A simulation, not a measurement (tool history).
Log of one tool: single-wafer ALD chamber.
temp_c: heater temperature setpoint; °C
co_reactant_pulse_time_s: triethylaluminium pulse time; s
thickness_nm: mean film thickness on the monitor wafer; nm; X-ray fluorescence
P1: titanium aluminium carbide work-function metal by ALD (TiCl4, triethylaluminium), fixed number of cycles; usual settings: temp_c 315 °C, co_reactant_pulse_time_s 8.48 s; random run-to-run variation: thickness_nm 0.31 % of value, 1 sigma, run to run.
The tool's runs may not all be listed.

run,hour,temp_c,co_reactant_pulse_time_s,hours since the last thermocouple change,hours since the last triethylaluminium bottle change,thickness_nm
1,8.4,315,8.48,772.1,356.8,2.0920
2,16.7,315,3.60,780.4,365.1,1.5690
3,27.2,293,8.48,790.9,375.6,1.9129
4,36.7,315,8.48,800.4,385.1,2.1015
5,45.8,315,13.14,809.5,394.2,2.1961
6,54.5,315,8.48,818.2,402.9,2.0943
# hour 62.5: thermocouple changed; heater temperature recalibrated
7,63.7,327,5.47,1.3,412.1,1.9782
8,80.0,315,8.48,17.6,428.4,2.1019
9,90.9,315,8.48,28.5,439.3,2.1023
10,106.7,340,8.48,44.3,455.1,2.3208
11,116.5,315,8.48,54.1,464.9,2.1077
12,128.3,315,8.48,65.9,476.7,2.0955
13,139.0,315,8.48,76.6,487.4,2.0991
14,152.6,315,8.48,90.2,501.0,2.0835
15,165.7,315,8.48,103.3,514.1,2.0768
16,180.5,315,8.48,118.1,528.9,2.0906
17,196.2,315,8.48,133.8,544.6,2.0678
18,207.7,315,8.48,145.3,556.1,2.0767
19,216.5,315,8.48,154.1,564.9,2.0743
20,232.1,315,8.48,169.7,580.5,2.0697
21,242.7,315,8.48,180.3,591.1,2.0738
22,251.8,315,8.48,189.4,600.2,2.0730

For run 23, what comes out?
23,259.4,315,8.48,197.0,607.8,?

Run 23 produced thickness_nm 2.0730 nm.
